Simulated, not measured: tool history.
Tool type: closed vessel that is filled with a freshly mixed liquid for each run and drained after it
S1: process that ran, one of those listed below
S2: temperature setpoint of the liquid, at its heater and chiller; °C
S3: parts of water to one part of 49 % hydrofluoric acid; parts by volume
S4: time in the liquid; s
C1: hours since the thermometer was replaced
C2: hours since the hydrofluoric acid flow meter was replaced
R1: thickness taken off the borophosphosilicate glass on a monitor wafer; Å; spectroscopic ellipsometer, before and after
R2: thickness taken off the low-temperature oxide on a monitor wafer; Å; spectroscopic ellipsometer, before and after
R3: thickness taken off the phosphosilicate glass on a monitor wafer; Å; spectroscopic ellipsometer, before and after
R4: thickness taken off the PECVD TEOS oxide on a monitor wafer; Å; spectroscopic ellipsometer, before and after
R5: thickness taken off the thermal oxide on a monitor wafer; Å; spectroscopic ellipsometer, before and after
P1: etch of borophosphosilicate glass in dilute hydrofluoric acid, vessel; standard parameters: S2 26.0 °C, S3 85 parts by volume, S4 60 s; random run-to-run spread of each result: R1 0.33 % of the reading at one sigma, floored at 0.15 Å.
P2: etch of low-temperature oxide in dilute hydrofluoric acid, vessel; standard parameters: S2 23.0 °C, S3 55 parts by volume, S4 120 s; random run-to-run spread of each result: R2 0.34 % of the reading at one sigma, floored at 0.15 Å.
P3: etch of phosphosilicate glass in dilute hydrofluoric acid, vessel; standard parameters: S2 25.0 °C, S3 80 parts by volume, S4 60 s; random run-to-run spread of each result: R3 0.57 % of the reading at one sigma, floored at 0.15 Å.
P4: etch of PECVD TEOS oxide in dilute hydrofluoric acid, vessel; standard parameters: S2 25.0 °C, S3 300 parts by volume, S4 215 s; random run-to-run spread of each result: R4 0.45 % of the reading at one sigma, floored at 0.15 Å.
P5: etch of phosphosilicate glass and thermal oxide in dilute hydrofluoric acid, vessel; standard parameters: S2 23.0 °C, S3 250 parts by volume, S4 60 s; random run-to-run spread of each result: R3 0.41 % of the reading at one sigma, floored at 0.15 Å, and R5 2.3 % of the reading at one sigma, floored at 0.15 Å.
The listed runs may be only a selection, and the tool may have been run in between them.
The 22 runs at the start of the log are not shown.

run	hour	S1	S2	S3	S4	C1	C2	R1	R2	R3	R4	R5
# hour 74.7: hydrofluoric acid flow meter replaced
23	76.6	P1	26.0	120	60	22.9	2.0	211.63				
24	79.5	P1	26.0	50	100	25.8	4.9	927.36				
25	83.3	P1	26.0	85	30	29.6	8.7	155.71				
26	86.0	P1	26.0	85	60	32.3	11.4	311.44				
27	88.7	P5	23.0	250	30	35.0	14.1			91.23		4.7509
28	93.2	P1	26.0	85	60	39.5	18.6	311.78				
29	96.1	P1	26.0	85	60	42.4	21.5	305.35				
30	98.2	P1	26.0	85	60	44.5	23.6	302.92				
31	103.0	P1	26.0	85	60	49.3	28.4	295.67				
32	107.2	P1	26.0	85	60	53.5	32.6	293.89				
33	111.3	P1	26.0	85	60	57.6	36.7	292.03				
34	113.5	P1	26.0	85	60	59.8	38.9	291.23				
35	115.6	P1	26.0	85	60	61.9	41.0	292.61				

Forecast run 36:
36	119.3	P1	26.0	85	60	65.6	44.7	?				

Run 36 produced R1 289.11 Å.

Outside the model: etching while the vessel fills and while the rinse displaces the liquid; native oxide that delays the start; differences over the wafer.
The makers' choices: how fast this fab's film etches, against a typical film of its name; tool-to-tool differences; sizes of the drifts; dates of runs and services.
